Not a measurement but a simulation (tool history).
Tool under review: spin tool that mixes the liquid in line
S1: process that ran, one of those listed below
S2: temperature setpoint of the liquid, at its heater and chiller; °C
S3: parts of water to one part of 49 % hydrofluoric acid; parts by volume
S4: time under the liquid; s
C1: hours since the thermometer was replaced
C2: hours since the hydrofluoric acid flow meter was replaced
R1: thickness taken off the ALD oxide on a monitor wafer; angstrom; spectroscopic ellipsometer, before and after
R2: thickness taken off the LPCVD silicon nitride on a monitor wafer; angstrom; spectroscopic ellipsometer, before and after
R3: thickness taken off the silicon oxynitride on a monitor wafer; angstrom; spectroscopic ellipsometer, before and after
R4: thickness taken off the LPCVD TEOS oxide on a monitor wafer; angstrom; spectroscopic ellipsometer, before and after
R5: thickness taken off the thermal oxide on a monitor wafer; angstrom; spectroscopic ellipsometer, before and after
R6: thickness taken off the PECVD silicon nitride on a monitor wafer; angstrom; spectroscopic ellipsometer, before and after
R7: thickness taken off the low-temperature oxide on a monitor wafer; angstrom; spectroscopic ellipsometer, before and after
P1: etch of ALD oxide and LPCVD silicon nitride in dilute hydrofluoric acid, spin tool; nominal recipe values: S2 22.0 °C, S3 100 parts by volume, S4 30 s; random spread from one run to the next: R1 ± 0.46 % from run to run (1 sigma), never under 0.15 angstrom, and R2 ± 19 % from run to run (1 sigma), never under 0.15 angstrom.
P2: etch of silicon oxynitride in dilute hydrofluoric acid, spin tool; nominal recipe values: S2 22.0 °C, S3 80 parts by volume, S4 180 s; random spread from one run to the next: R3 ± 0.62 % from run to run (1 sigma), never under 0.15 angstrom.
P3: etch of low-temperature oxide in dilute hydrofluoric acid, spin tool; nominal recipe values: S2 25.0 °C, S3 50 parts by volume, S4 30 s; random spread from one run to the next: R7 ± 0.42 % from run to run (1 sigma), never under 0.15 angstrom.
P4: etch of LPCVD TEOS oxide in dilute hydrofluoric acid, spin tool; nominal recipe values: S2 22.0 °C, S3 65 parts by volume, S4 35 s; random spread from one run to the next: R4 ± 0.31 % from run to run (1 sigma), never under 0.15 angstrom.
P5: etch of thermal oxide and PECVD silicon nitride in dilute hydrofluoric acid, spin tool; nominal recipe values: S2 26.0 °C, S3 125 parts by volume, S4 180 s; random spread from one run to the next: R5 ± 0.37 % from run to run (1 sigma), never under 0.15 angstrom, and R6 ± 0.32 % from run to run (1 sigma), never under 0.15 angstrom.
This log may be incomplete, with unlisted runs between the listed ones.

| run | hour | S1 | S2 | S3 | S4 | C1 | C2 | R1 | R2 | R3 | R4 | R5 | R6 | R7 |
|---|---|---|---|---|---|---|---|---|---|---|---|---|---|---|
| 1 | 12.3 | P1 | 22.0 | 100 | 30 | 1417.5 | 507.3 | 90.220 | 1.37470 |  |  |  |  |  |
| 2 | 19.3 | P2 | 22.0 | 80 | 310 | 1424.5 | 514.3 |  |  | 65.741 |  |  |  |  |
| 3 | 25.4 | P2 | 22.0 | 120 | 180 | 1430.6 | 520.4 |  |  | 25.039 |  |  |  |  |
| 4 | 35.7 | P2 | 29.5 | 80 | 180 | 1440.9 | 530.7 |  |  | 54.737 |  |  |  |  |
| 5 | 46.7 | P1 | 29.0 | 100 | 50 | 1451.9 | 541.7 | 197.530 | 2.89090 |  |  |  |  |  |
| 6 | 52.7 | P4 | 22.0 | 20 | 35 | 1457.9 | 547.7 |  |  |  | 360.30 |  |  |  |
| 7 | 63.8 | P1 | 29.0 | 100 | 30 | 1469.0 | 558.8 | 119.160 | 3.13400 |  |  |  |  |  |
| 8 | 72.9 | P1 | 22.0 | 100 | 30 | 1478.1 | 567.9 | 92.239 | 1.30340 |  |  |  |  |  |
| 9 | 80.0 | P2 | 22.0 | 80 | 180 | 1485.2 | 575.0 |  |  | 37.736 |  |  |  |  |
| 10 | 87.9 | P1 | 22.0 | 100 | 30 | 1493.1 | 582.9 | 91.352 | 1.23580 |  |  |  |  |  |
| 11 | 95.2 | P1 | 22.0 | 100 | 30 | 1500.4 | 590.2 | 91.396 | 1.90090 |  |  |  |  |  |
| 12 | 101.3 | P1 | 22.0 | 100 | 50 | 1506.5 | 596.3 | 152.390 | 2.03630 |  |  |  |  |  |
| 13 | 108.3 | P4 | 22.0 | 65 | 20 | 1513.5 | 603.3 |  |  |  | 59.39 |  |  |  |
| 14 | 115.2 | P2 | 22.0 | 80 | 180 | 1520.4 | 610.2 |  |  | 38.052 |  |  |  |  |
| 15 | 126.5 | P5 | 26.0 | 45 | 180 | 1531.7 | 621.5 |  |  |  |  | 221.260 | 225.740 |  |
| 16 | 136.1 | P3 | 31.0 | 50 | 30 | 1541.3 | 631.1 |  |  |  |  |  |  | 179.360 |
| 17 | 143.2 | P4 | 22.0 | 65 | 35 | 1548.4 | 638.2 |  |  |  | 104.59 |  |  |  |
| 18 | 155.5 | P1 | 22.0 | 50 | 30 | 1560.7 | 650.5 | 193.060 | 2.82980 |  |  |  |  |  |
| 19 | 168.1 | P1 | 22.0 | 100 | 30 | 1573.3 | 663.1 | 91.570 | 1.35150 |  |  |  |  |  |
| 20 | 176.3 | P5 | 21.5 | 125 | 180 | 1581.5 | 671.3 |  |  |  |  | 60.513 | 61.634 |  |
| 21 | 186.8 | P1 | 18.0 | 100 | 30 | 1592.0 | 681.8 | 76.871 | 0.60566 |  |  |  |  |  |
| 22 | 194.2 | P5 | 26.0 | 125 | 180 | 1599.4 | 689.2 |  |  |  |  | 72.217 | 82.492 |  |
| 23 | 199.7 | P1 | 22.0 | 100 | 15 | 1604.9 | 694.7 | 45.749 | 0.35695 |  |  |  |  |  |
| 24 | 208.7 | P3 | 25.0 | 50 | 30 | 1613.9 | 703.7 |  |  |  |  |  |  | 142.120 |
| 25 | 214.4 | P1 | 22.0 | 170 | 30 | 1619.6 | 709.4 | 49.849 | 0.93275 |  |  |  |  |  |
| 26 | 221.1 | P1 | 22.0 | 100 | 30 | 1626.3 | 716.1 | 91.500 | 1.27220 |  |  |  |  |  |
| 27 | 228.6 | P3 | 25.0 | 80 | 30 | 1633.8 | 723.6 |  |  |  |  |  |  | 85.103 |
| 28 | 239.1 | P4 | 27.0 | 65 | 35 | 1644.3 | 734.1 |  |  |  | 127.19 |  |  |  |
| 29 | 246.8 | P5 | 26.0 | 125 | 40 | 1652.0 | 741.8 |  |  |  |  | 16.076 | 18.349 |  |
| 30 | 255.3 | P3 | 25.0 | 50 | 15 | 1660.5 | 750.3 |  |  |  |  |  |  | 71.156 |
| 31 | 266.6 | P1 | 22.0 | 100 | 30 | 1671.8 | 761.6 | 91.272 | 1.39580 |  |  |  |  |  |
| 32 | 279.2 | P1 | 22.0 | 100 | 30 | 1684.4 | 774.2 | 88.148 | 1.17460 |  |  |  |  |  |
| 33 | 285.6 | P1 | 22.0 | 100 | 30 | 1690.8 | 780.6 | 86.753 | 1.48050 |  |  |  |  |  |
| 34 | 292.9 | P1 | 22.0 | 100 | 30 | 1698.1 | 787.9 | 85.473 | 1.87800 |  |  |  |  |  |
| 35 | 303.8 | P1 | 22.0 | 100 | 30 | 1709.0 | 798.8 | 85.010 | 1.05310 |  |  |  |  |  |
| 36 | 312.8 | P1 | 22.0 | 100 | 30 | 1718.0 | 807.8 | 84.031 | 1.21830 |  |  |  |  |  |
| 37 | 325.1 | P1 | 22.0 | 100 | 30 | 1730.3 | 820.1 | 84.107 | 1.17340 |  |  |  |  |  |

Something has made what P1 gives creep away from where it was; the 2 causes below, each at its own stated size, fit the log equally well:
A: liquid colder than its thermometer reads (K) = 1.81
B: hydrofluoric acid flow below the setpoint (%) = 6.35
Creep in the process output first set in at about hour 266.6.

Question marks stand in for the results of the 4 check runs listed below, each run on one wafer. Under which run would the listed causes show clearly different results?
| check 1 | 337.4 | P2 | 27.0 | 80 | 180 |  |  |  |  | ? |  |  |  |  |
| check 2 | 337.4 | P3 | 30.0 | 70 | 30 |  |  |  |  |  |  |  |  | ? |
| check 3 | 337.4 | P4 | 25.5 | 65 | 35 |  |  |  |  |  | ? |  |  |  |
| check 4 | 337.4 | P5 | 22.5 | 50 | 180 |  |  |  |  |  |  | ? | ? |  |

Outcome of each check run for each possible cause:
| check | result | if A | if B |
|---|---|---|---|
| check 1 | R3 | 44.582 | 45.231 |
| check 2 | R7 | 111.820 | 111.550 |
| check 3 | R4 | 111.70 | 111.88 |
| check 4 | R5 | 159.340 | 160.300 |
| check 4 | R6 | 142.510 | 151.350 |
Distance between the nearest two causes, measured in the result of the check that separates them most: check 1 1.45 %; check 2 0.24 %; check 3 0.17 %; check 4 6.02 %
Of the check runs offered, only check 4 discriminates between the causes; the rest would read about the same regardless of which cause applies.

The results of check 4 are: R5 160.370 angstrom; R6 151.400 angstrom. Based on these, which of the listed causes is it?

It was cause B: hydrofluoric acid flow below the setpoint (%).
